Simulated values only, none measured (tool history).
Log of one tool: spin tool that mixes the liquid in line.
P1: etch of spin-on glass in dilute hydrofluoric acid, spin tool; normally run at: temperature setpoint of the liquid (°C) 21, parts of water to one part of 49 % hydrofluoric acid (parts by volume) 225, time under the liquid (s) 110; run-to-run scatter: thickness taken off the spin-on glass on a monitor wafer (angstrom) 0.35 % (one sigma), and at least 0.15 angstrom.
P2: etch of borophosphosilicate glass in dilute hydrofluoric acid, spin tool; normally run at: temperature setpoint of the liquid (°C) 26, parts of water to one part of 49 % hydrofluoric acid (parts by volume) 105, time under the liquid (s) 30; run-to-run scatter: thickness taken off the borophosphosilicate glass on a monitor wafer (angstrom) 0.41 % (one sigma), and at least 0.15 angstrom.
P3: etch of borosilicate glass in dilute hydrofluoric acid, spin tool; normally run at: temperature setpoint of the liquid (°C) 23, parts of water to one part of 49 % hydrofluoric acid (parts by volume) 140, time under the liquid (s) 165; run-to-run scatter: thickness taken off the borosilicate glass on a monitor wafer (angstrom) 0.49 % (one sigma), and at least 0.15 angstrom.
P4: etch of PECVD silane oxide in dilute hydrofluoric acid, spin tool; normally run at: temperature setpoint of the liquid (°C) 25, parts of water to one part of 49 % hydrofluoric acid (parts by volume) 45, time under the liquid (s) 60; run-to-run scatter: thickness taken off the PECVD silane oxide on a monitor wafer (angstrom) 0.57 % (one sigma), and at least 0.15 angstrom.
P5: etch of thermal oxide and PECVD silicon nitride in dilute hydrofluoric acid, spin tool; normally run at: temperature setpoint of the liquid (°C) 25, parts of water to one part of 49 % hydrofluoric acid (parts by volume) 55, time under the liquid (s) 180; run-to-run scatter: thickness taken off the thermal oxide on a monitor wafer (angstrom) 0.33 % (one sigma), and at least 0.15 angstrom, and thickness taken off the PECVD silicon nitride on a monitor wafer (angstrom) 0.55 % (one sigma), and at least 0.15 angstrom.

run	hour	process that ran	temperature setpoint of the liquid (°C)	parts of water to one part of 49 % hydrofluoric acid (parts by volume)	time under the liquid (s)	hours since the thermometer was replaced	hours since the hydrofluoric acid flow meter was replaced	thickness taken off the spin-on glass on a monitor wafer (angstrom)	thickness taken off the thermal oxide on a monitor wafer (angstrom)	thickness taken off the PECVD silicon nitride on a monitor wafer (angstrom)	thickness taken off the PECVD silane oxide on a monitor wafer (angstrom)	thickness taken off the borophosphosilicate glass on a monitor wafer (angstrom)	thickness taken off the borosilicate glass on a monitor wafer (angstrom)
1	8	P1	21	225	110	733.7	1214.8	121.18					
2	17.4	P5	25	55	15	743.1	1224.2		14.838	16.776			
3	29.4	P5	31	55	180	755.1	1236.2		226.52	293.78			
4	47.4	P1	21	70	110	773.1	1254.2	459.97					
5	56.7	P4	25	45	60	782.4	1263.5				250.38		
6	73.7	P2	20	105	30	799.4	1280.5					91.971	
7	88.5	P1	21	225	15	814.2	1295.3	16.466					
8	104.2	P4	33	45	60	829.9	1311				339.32		
9	119.4	P3	27.5	140	165	845.1	1326.2						440.62
10	136.8	P3	23	140	165	862.5	1343.6						369.49
11	153.1	P1	21	225	110	878.8	1359.9	122.04					
12	170	P1	17	225	110	895.7	1376.8	103.55					
13	181.2	P3	23	140	255	906.9	1388						574.66
14	198.9	P1	21	225	110	924.6	1405.7	121.28					
15	212.6	P1	17	225	15	938.3	1419.4	14.189					
16	225.1	P1	21	225	110	950.8	1431.9	121.14					
17	241.2	P1	21	225	185	966.9	1448	203.23					
18	250.4	P2	26	190	30	976.1	1457.2					58.698	
19	267	P1	27	225	110	992.7	1473.8	150.79					
20	275.1	P5	25	55	180	1000.8	1481.9		177.93	200.29			
21	286.2	P4	25	20	60	1011.9	1493				582.53		
22	298.7	P1	21	145	205	1024.4	1505.5	380.09					
23	312.1	P3	23	230	165	1037.8	1518.9						205.5
24	329.8	P4	25	45	20	1055.5	1536.6				83.71		
25	347.3	P1	21	390	35	1073	1554.1	19.299					
26	360.6	P3	23	140	165	1086.3	1567.4						371.14

Run 27 comes next. What will it give?
27	375.4	P2	26	105	30	1101.1	1582.2					?	

thickness taken off the borophosphosilicate glass on a monitor wafer (angstrom): 116.87
